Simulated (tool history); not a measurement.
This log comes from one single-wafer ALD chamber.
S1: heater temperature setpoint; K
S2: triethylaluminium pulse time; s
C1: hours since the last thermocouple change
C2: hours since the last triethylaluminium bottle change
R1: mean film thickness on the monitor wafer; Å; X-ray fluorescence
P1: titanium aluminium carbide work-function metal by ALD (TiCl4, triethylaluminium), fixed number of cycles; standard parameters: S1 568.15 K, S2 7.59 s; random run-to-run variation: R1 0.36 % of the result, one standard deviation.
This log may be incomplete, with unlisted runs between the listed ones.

run 1 hour=5.3 | S1=568.15 S2=7.59 | C1=2072.2 C2=918.2 | R1=18.82
run 2 hour=9.9 | S1=582.15 S2=12.17 | C1=2076.8 C2=922.8 | R1=21.28
run 3 hour=16 | S1=556.15 S2=7.59 | C1=2082.9 C2=928.9 | R1=17.896
run 4 hour=22.5 | S1=593.15 S2=7.59 | C1=2089.4 C2=935.4 | R1=20.977
run 5 hour=27.7 | S1=568.15 S2=7.59 | C1=2094.6 C2=940.6 | R1=18.749
run 6 hour=37.9 | S1=568.15 S2=2.9 | C1=2104.8 C2=950.8 | R1=12.826
run 7 hour=45 | S1=568.15 S2=7.59 | C1=2111.9 C2=957.9 | R1=18.801
run 8 hour=53.5 | S1=550.15 S2=4.74 | C1=2120.4 C2=966.4 | R1=15.038
run 9 hour=60.6 | S1=568.15 S2=10.78 | C1=2127.5 C2=973.5 | R1=19.817
-- hour=66.4 triethylaluminium bottle replaced
run 10 hour=68.9 | S1=568.15 S2=7.59 | C1=2135.8 C2=2.5 | R1=18.792
run 11 hour=74.8 | S1=568.15 S2=7.59 | C1=2141.7 C2=8.4 | R1=18.84
run 12 hour=81.8 | S1=568.15 S2=7.59 | C1=2148.7 C2=15.4 | R1=18.671
run 13 hour=92.1 | S1=568.15 S2=7.59 | C1=2159 C2=25.7 | R1=18.527
run 14 hour=100.5 | S1=568.15 S2=7.59 | C1=2167.4 C2=34.1 | R1=18.424
run 15 hour=108 | S1=568.15 S2=7.59 | C1=2174.9 C2=41.6 | R1=18.319
run 16 hour=112.8 | S1=568.15 S2=7.59 | C1=2179.7 C2=46.4 | R1=18.34
run 17 hour=123.2 | S1=568.15 S2=7.59 | C1=2190.1 C2=56.8 | R1=18.387

P1 has crept away from where it was. The log is fitted equally well by each of these 2 causes, at the sizes shown:
A: wafer temperature below the value expected at the setpoint (K) = 5.12
B: triethylaluminium dose below that of a fresh bottle (%) = 9.64
The onset of the drift is placed at about hour 74.8.

4 check runs are offered, one wafer each, their results left as question marks. Which one tells the causes apart?
run check 1 hour=133.6 | S1=558.15 S2=7.59 | R1=?
run check 2 hour=133.6 | S1=578.15 S2=7.59 | R1=?
run check 3 hour=133.6 | S1=568.15 S2=4.05 | R1=?
run check 4 hour=133.6 | S1=585.15 S2=7.59 | R1=?

Expected result of each check under each candidate cause:
check=check_1 result=R1 if_A=17.587 if_B=17.602
check=check_2 result=R1 if_A=19.245 if_B=19.23
check=check_3 result=R1 if_A=14.947 if_B=14.568
check=check_4 result=R1 if_A=19.832 if_B=19.806
Gap, in per cent, between the two causes that each check separates least, read from the result that separates them most: check 1 0.08 %; check 2 0.08 %; check 3 2.57 %; check 4 0.13 %
The other checks would show nearly matching results whichever cause is true, so check 3 is the only one that separates the causes.

With check 3 done, the readings were: R1 14.536 Å. Identify which of the listed causes applies.

Of the candidate causes, it is B: triethylaluminium dose below that of a fresh bottle (%).
